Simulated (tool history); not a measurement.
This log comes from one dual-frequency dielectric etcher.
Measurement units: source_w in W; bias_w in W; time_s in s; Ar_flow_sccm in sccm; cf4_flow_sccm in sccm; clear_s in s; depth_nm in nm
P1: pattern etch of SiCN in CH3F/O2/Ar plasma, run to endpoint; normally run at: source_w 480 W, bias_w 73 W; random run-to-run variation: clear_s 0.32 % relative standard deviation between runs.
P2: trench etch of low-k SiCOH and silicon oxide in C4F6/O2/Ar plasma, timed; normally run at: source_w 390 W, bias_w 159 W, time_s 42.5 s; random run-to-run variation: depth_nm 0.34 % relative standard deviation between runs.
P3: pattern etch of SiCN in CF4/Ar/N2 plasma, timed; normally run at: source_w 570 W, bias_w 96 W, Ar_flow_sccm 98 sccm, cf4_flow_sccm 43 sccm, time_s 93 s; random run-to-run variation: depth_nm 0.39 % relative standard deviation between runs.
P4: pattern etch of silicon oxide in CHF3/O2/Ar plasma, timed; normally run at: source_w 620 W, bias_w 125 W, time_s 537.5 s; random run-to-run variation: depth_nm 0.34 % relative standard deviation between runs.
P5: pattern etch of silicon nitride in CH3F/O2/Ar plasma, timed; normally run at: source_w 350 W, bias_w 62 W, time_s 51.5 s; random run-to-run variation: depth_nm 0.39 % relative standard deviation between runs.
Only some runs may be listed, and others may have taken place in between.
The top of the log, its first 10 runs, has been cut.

Run 11, hour 51.6: process P1, source_w 480 W, bias_w 50 W. Result: clear_s 32.591 s.
Run 12, hour 55.5: process P2, source_w 390 W, bias_w 159 W, time_s 42.5 s. Result: depth_nm 130.61 nm.
Run 13, hour 59.1: process P3, source_w 690 W, bias_w 96 W, time_s 93 s, Ar_flow_sccm 98 sccm, cf4_flow_sccm 43 sccm. Result: depth_nm 120.74 nm.
Run 14, hour 63.5: process P5, source_w 480 W, bias_w 62 W, time_s 51.5 s. Result: depth_nm 36.812 nm.
Run 15, hour 68.1: process P3, source_w 570 W, bias_w 60 W, time_s 93 s, Ar_flow_sccm 98 sccm, cf4_flow_sccm 43 sccm. Result: depth_nm 84.884 nm.
Run 16, hour 72.7: process P4, source_w 360 W, bias_w 125 W, time_s 537.5 s. Result: depth_nm 782.57 nm.
Run 17, hour 75.8: process P1, source_w 480 W, bias_w 93 W. Result: clear_s 26.398 s.
Run 18, hour 82.2: process P2, source_w 390 W, bias_w 223 W, time_s 42.5 s. Result: depth_nm 145.2 nm.
Run 19, hour 88.6: process P1, source_w 480 W, bias_w 73 W. Result: clear_s 28.727 s.
Run 20, hour 92.8: process P1, source_w 390 W, bias_w 98 W. Result: clear_s 27.809 s.
Run 21, hour 98.5: process P1, source_w 480 W, bias_w 73 W. Result: clear_s 28.703 s.
Run 22, hour 103.7: process P3, source_w 570 W, bias_w 96 W, time_s 93 s, Ar_flow_sccm 71 sccm, cf4_flow_sccm 43 sccm. Result: depth_nm 107.21 nm.
Run 23, hour 108.5: process P5, source_w 350 W, bias_w 36 W, time_s 51.5 s. Result: depth_nm 27.574 nm.
Run 24, hour 111.8: process P5, source_w 350 W, bias_w 62 W, time_s 35.5 s. Result: depth_nm 22.702 nm.
Run 25, hour 115.8: process P1, source_w 660 W, bias_w 73 W. Result: clear_s 25.566 s.
Run 26, hour 121.1: process P1, source_w 480 W, bias_w 73 W. Result: clear_s 28.759 s.
Run 27, hour 127.2: process P3, source_w 570 W, bias_w 96 W, time_s 93 s, Ar_flow_sccm 98 sccm, cf4_flow_sccm 33 sccm. Result: depth_nm 98.081 nm.

What does the tool deliver on the next run?
Run 28, hour 131.2: process P2, source_w 390 W, bias_w 159 W, time_s 27.5 s. Result: depth_nm ?.

depth_nm: 84.487 nm
